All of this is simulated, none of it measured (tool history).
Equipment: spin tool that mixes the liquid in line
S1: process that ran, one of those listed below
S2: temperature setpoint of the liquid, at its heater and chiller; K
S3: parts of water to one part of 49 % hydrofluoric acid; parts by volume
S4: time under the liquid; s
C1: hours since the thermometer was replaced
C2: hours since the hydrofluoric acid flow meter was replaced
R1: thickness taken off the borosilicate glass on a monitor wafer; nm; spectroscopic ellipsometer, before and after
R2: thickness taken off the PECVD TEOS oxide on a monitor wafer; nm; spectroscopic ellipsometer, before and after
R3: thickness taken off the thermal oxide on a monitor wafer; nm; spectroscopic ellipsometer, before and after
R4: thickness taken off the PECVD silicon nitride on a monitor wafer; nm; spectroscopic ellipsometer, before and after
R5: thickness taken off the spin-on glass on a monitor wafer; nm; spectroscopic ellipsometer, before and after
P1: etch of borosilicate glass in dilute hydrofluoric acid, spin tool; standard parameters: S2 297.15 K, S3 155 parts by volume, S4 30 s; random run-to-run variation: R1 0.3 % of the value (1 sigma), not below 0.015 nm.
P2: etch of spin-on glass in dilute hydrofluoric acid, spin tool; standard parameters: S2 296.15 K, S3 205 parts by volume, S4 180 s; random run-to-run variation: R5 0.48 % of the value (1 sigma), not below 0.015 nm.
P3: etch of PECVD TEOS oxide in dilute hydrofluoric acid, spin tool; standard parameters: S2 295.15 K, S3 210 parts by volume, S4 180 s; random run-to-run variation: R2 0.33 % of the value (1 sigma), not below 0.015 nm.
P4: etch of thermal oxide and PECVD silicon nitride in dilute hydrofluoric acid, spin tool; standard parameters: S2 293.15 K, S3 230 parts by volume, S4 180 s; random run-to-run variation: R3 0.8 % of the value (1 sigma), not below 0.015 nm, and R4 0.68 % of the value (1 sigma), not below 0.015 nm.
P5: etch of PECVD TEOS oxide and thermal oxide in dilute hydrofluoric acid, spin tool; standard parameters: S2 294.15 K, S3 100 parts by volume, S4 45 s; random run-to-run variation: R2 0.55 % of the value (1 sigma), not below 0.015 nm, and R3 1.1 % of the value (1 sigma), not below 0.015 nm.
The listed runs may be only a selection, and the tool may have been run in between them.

run,hour,S1,S2,S3,S4,C1,C2,R1,R2,R3,R4,R5
1,8.7,P1,297.15,155,30,929.8,788.7,7.8344,,,,
2,18.8,P3,295.15,135,180,939.9,798.8,,16.8710,,,
3,26.1,P1,297.15,155,30,947.2,806.1,7.8143,,,,
4,31.9,P4,293.15,230,180,953.0,811.9,,,2.74200,3.1331,
5,43.0,P1,297.15,155,30,964.1,823.0,7.7829,,,,
6,49.6,P2,304.15,205,180,970.7,829.6,,,,,40.289
7,60.1,P1,297.15,155,30,981.2,840.1,7.8632,,,,
8,69.8,P3,295.15,210,325,990.9,849.8,,18.2270,,,
9,76.7,P1,290.15,155,15,997.8,856.7,2.9222,,,,
10,85.8,P4,297.65,230,180,1006.9,865.8,,,3.15670,4.1660,
11,91.6,P4,293.15,230,30,1012.7,871.6,,,0.43856,0.4914,
12,103.3,P4,293.15,340,180,1024.4,883.3,,,1.66450,2.1529,
13,114.7,P1,297.15,155,30,1035.8,894.7,7.7597,,,,
14,125.4,P5,301.15,100,45,1046.5,905.4,,7.8663,2.65760,,
15,132.9,P2,296.15,205,350,1054.0,912.9,,,,,58.834
16,138.8,P1,304.65,155,30,1059.9,918.8,10.3910,,,,
17,150.1,P5,294.15,100,80,1071.2,930.1,,10.5220,3.56190,,
18,160.0,P1,291.65,155,30,1081.1,940.0,6.3352,,,,
19,171.5,P2,296.15,105,180,1092.6,951.5,,,,,65.602
20,177.2,P1,297.15,155,50,1098.3,957.2,13.0270,,,,
21,183.3,P3,300.65,210,180,1104.4,963.3,,12.2200,,,
22,190.1,P1,297.15,235,30,1111.2,970.1,4.7485,,,,
23,196.3,P1,297.15,85,30,1117.4,976.3,15.5420,,,,
24,201.9,P4,293.15,230,180,1123.0,981.9,,,2.68270,3.1784,
25,208.7,P5,294.15,100,45,1129.8,988.7,,5.9222,2.01590,,
26,216.4,P2,296.15,205,180,1137.5,996.4,,,,,30.217
27,223.2,P3,295.15,210,180,1144.3,1003.2,,10.1060,,,
28,232.7,P5,294.15,155,45,1153.8,1012.7,,3.5763,1.19190,,
29,241.6,P1,297.15,155,15,1162.7,1021.6,3.9349,,,,
30,253.5,P5,294.15,100,45,1174.6,1033.5,,5.9165,2.01300,,
31,259.8,P1,297.15,155,30,1180.9,1039.8,7.8412,,,,
32,268.6,P1,297.15,155,30,1189.7,1048.6,7.5658,,,,
33,276.3,P1,297.15,155,30,1197.4,1056.3,7.3820,,,,
34,282.5,P1,297.15,155,30,1203.6,1062.5,7.3180,,,,
35,290.2,P1,297.15,155,30,1211.3,1070.2,7.2649,,,,
36,297.8,P1,297.15,155,30,1218.9,1077.8,7.2427,,,,
37,306.3,P1,297.15,155,30,1227.4,1086.3,7.2287,,,,
38,311.8,P1,297.15,155,30,1232.9,1091.8,7.2084,,,,
39,320.3,P1,297.15,155,30,1241.4,1100.3,7.2015,,,,

P1 no longer gives what it gave before; its output has crept away from where it was. The following 2 causes, each at its listed size, fit the log equally well:
A: hydrofluoric acid flow below the setpoint (%) = 6.86
B: liquid colder than its thermometer reads (K) = 2.18
The creep began at about hour 259.8.

Which of the 4 check runs listed below separates the causes, so that each cause would produce a clearly different result? Each run uses one wafer, and its results are marked with question marks.
check 1,328.8,P5,294.15,100,45,,,,?,?,,
check 2,328.8,P3,295.15,210,180,,,,?,,,
check 3,328.8,P4,293.15,230,180,,,,,?,?,
check 4,328.8,P2,296.15,205,180,,,,,,,?

What every check run would give for each of its results, assuming each possible cause in turn:
check,result,if A,if B
check 1,R2,5.4907,5.4354
check 1,R3,1.85360,1.83490
check 2,R2,9.2160,9.2513
check 3,R3,2.47250,2.48060
check 3,R4,2.9404,2.7301
check 4,R5,27.820,27.946
Smallest distance between any two causes, each pair judged by its most separating result, in per cent: check 1 1.01 %; check 2 0.38 %; check 3 7.42 %; check 4 0.45 %
Check 3 distinguishes between the causes, while the remaining checks would return nearly the same result for all of them.

After running check 3, the following was obtained: R3 2.49840 nm; R4 2.9069 nm. Which cause does this point to?

It is A: hydrofluoric acid flow below the setpoint (%).
